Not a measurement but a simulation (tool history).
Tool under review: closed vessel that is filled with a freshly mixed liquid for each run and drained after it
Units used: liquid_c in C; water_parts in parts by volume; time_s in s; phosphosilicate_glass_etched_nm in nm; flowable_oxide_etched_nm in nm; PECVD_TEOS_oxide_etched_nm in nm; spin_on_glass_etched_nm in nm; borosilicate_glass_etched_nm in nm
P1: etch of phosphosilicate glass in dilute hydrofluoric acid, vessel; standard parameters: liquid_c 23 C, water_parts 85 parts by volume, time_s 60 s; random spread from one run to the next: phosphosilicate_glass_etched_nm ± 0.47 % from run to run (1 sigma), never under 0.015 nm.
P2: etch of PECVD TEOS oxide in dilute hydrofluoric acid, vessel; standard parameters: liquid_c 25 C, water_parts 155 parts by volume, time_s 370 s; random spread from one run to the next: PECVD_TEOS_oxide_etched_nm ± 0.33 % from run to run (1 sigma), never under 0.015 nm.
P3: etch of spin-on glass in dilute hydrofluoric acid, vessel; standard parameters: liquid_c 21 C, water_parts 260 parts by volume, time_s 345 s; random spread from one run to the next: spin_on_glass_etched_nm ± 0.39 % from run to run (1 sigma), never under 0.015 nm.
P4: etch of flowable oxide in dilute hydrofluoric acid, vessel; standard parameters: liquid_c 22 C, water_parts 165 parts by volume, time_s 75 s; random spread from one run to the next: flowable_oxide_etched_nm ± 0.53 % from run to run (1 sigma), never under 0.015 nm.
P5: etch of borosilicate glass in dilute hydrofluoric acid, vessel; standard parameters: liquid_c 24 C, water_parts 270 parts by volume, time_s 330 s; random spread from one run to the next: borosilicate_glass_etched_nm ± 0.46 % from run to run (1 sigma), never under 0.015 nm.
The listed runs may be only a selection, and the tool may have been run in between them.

| run | hour | process | liquid_c | water_parts | time_s | phosphosilicate_glass_etched_nm | flowable_oxide_etched_nm | PECVD_TEOS_oxide_etched_nm | spin_on_glass_etched_nm | borosilicate_glass_etched_nm |
|---|---|---|---|---|---|---|---|---|---|---|
| 1 | 6.1 | P1 | 23 | 85 | 60 | 99.47 |  |  |  |  |
| 2 | 13.3 | P4 | 17 | 165 | 75 |  | 12.45 |  |  |  |
| 3 | 19.6 | P4 | 22 | 50 | 75 |  | 56.865 |  |  |  |
| 4 | 26.9 | P2 | 25 | 35 | 370 |  |  | 214.67 |  |  |
| 5 | 33.9 | P1 | 17 | 85 | 60 | 77.072 |  |  |  |  |
| 6 | 38.4 | P1 | 23 | 85 | 90 | 148.98 |  |  |  |  |
| 7 | 45.3 | P3 | 21 | 260 | 345 |  |  |  | 38.808 |  |
| 8 | 49.4 | P2 | 25 | 155 | 140 |  |  | 15.96 |  |  |
| 9 | 53.5 | P5 | 24 | 270 | 130 |  |  |  |  | 21.848 |
| 10 | 61.3 | P1 | 23 | 85 | 60 | 99.565 |  |  |  |  |
| 11 | 69.3 | P1 | 23 | 85 | 60 | 99.34 |  |  |  |  |
| 12 | 75.8 | P1 | 27 | 85 | 115 | 223.68 |  |  |  |  |
| 13 | 82.1 | P1 | 23 | 30 | 60 | 303.22 |  |  |  |  |
| 14 | 87.2 | P1 | 23 | 85 | 60 | 99.534 |  |  |  |  |
| 15 | 93.5 | P4 | 22 | 165 | 75 |  | 14.894 |  |  |  |
| 16 | 99.8 | P5 | 24 | 270 | 330 |  |  |  |  | 55.428 |
| 17 | 104.6 | P1 | 23 | 85 | 30 | 49.708 |  |  |  |  |
| 18 | 111.4 | P4 | 22 | 165 | 145 |  | 29.188 |  |  |  |
| 19 | 117.1 | P2 | 25 | 155 | 370 |  |  | 41.551 |  |  |
| 20 | 122.3 | P3 | 26 | 260 | 345 |  |  |  | 46.455 |  |
| 21 | 127.3 | P1 | 23 | 145 | 115 | 103.39 |  |  |  |  |
| 22 | 132.4 | P1 | 28.5 | 85 | 60 | 124.65 |  |  |  |  |

Predict the results of run 23:
| 23 | 140.3 | P1 | 23 | 85 | 60 | ? |  |  |  |  |

phosphosilicate_glass_etched_nm: 100.1 nm
